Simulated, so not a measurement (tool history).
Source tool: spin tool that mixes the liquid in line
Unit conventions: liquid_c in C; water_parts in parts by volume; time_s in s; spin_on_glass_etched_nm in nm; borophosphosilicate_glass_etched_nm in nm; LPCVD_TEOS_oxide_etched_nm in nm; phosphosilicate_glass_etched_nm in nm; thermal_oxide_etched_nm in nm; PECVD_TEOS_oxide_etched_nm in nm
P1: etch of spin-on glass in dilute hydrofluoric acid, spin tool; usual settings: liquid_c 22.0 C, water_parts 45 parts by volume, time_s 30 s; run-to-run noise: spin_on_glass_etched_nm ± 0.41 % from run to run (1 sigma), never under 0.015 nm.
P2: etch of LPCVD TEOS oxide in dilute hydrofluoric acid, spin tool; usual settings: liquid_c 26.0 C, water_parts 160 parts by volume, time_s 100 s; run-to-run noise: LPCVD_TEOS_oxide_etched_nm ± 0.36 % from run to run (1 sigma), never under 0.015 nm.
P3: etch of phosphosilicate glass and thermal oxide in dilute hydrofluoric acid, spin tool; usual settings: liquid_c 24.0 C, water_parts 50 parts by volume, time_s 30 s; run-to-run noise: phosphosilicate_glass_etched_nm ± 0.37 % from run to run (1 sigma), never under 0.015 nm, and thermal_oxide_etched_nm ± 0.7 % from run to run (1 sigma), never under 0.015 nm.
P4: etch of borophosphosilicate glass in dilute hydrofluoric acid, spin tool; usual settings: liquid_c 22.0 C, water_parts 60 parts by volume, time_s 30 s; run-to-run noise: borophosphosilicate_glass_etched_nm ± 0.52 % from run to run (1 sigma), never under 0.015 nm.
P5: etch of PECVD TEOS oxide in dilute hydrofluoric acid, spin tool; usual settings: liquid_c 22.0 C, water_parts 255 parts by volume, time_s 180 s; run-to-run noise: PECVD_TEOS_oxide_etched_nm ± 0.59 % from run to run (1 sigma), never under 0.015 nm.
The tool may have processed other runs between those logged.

run    day  process  liquid_c  water_parts  time_s  spin_on_glass_etched_nm  borophosphosilicate_glass_etched_nm  LPCVD_TEOS_oxide_etched_nm  phosphosilicate_glass_etched_nm  thermal_oxide_etched_nm  PECVD_TEOS_oxide_etched_nm
  1  0.196       P1      22.0           45      30                   29.652
  2  0.458       P4      22.0           60      30                                                        30.623
  3  0.717       P1      22.0           45      15                   14.707
  4  0.850       P2      26.0          160     100                                                                                    14.807
  5  1.046       P1      29.0           65      30                   26.488
  6  1.325       P1      22.0           45      30                   29.605
  7  1.571       P3      24.0           50      30                                                                                                                    127.050                   3.0927
  8  1.721       P1      22.0           30      30                   45.120
  9  1.850       P1      22.0           45      50                   49.479
 10  2.088       P1      22.0           45      30                   29.735
 11  2.267       P1      22.0           45      30                   29.493
 12  2.421       P4      17.0           60      30                                                        24.778
 13  2.617       P1      22.0           45      30                   29.695
 14  2.875       P2      26.0           30     100                                                                                    93.146
 15  3.054       P5      22.0          410     180                                                                                                                                                                          2.6176
 16  3.317       P3      24.0           20      30                                                                                                                    330.250                   8.0737
 17  3.525       P4      22.0           20      30                                                        95.482
 18  3.712       P2      33.5          160     100                                                                                    19.474
 19  3.933       P3      30.0           50      30                                                                                                                    161.950                   3.9386
 20  4.075       P5      22.0          255     180                                                                                                                                                                          4.8732
 21  4.329       P1      17.0           45      30                   23.728
 22  4.558       P5      29.5          255     180                                                                                                                                                                          6.2373
 23  4.721       P1      22.0           70      30                   18.285
 24  4.904       P4      22.0           60      60                                                        61.349
 25  5.050       P5      22.0          255     320                                                                                                                                                                          8.7964
 26  5.317       P3      24.0           50      15                                                                                                                     63.513                   1.5700
 27  5.596       P2      26.0          160     145                                                                                    21.723
 28  5.842       P1      22.0           45      30                   29.690
 29  6.004       P1      27.0           45      30                   36.293
 30  6.133       P1      22.0           45      30                   29.398
 31  6.367       P1      22.0           45      30                   29.522
 32  6.525       P1      22.0           45      30                   30.288
 33  6.717       P1      22.0           45      30                   30.989
 34  6.950       P1      22.0           45      30                   31.405
 35  7.162       P1      22.0           45      30                   31.686
 36  7.300       P1      22.0           45      30                   31.723
 37  7.525       P1      22.0           45      30                   31.928
 38  7.771       P1      22.0           45      30                   31.949

Something has made what P1 gives creep away from where it was; the 2 causes below, each at its own stated size, fit the log equally well:
A: hydrofluoric acid flow above the setpoint (%) = 7.41
B: liquid hotter than its thermometer reads (K) = 1.82
The process output started creeping at around day 6.367.

The 4 check runs listed below each average the results of 3 wafers, and their outcomes are marked with question marks. Under which run would the listed causes produce clearly different results?
check 1  8.017       P3      24.0           20      15                                                                                                                          ?                        ?
check 2  8.017       P2      31.0           35     100                                                                                         ?
check 3  8.017       P4      17.0           20      30                                                             ?
check 4  8.017       P5      22.0          345     180                                                                                                                                                                               ?

Check results expected under each cause:
  check                               result     if A     if B
check 1      phosphosilicate_glass_etched_nm  177.640  178.170
check 1              thermal_oxide_etched_nm   4.3436   4.3564
check 2           LPCVD_TEOS_oxide_etched_nm  105.350  104.950
check 3  borophosphosilicate_glass_etched_nm   83.227   83.834
check 4           PECVD_TEOS_oxide_etched_nm   3.6406   3.5310
Per-check spread between the two closest causes, in the result where they differ most: check 1 0.3 %; check 2 0.38 %; check 3 0.73 %; check 4 3.06 %
Of the check runs offered, only check 4 discriminates between the causes; the rest would read about the same regardless of which cause applies.

Then check 4 was run and gave: PECVD_TEOS_oxide_etched_nm 3.5395 nm. Which cause is it?

B is the cause: liquid hotter than its thermometer reads (K).

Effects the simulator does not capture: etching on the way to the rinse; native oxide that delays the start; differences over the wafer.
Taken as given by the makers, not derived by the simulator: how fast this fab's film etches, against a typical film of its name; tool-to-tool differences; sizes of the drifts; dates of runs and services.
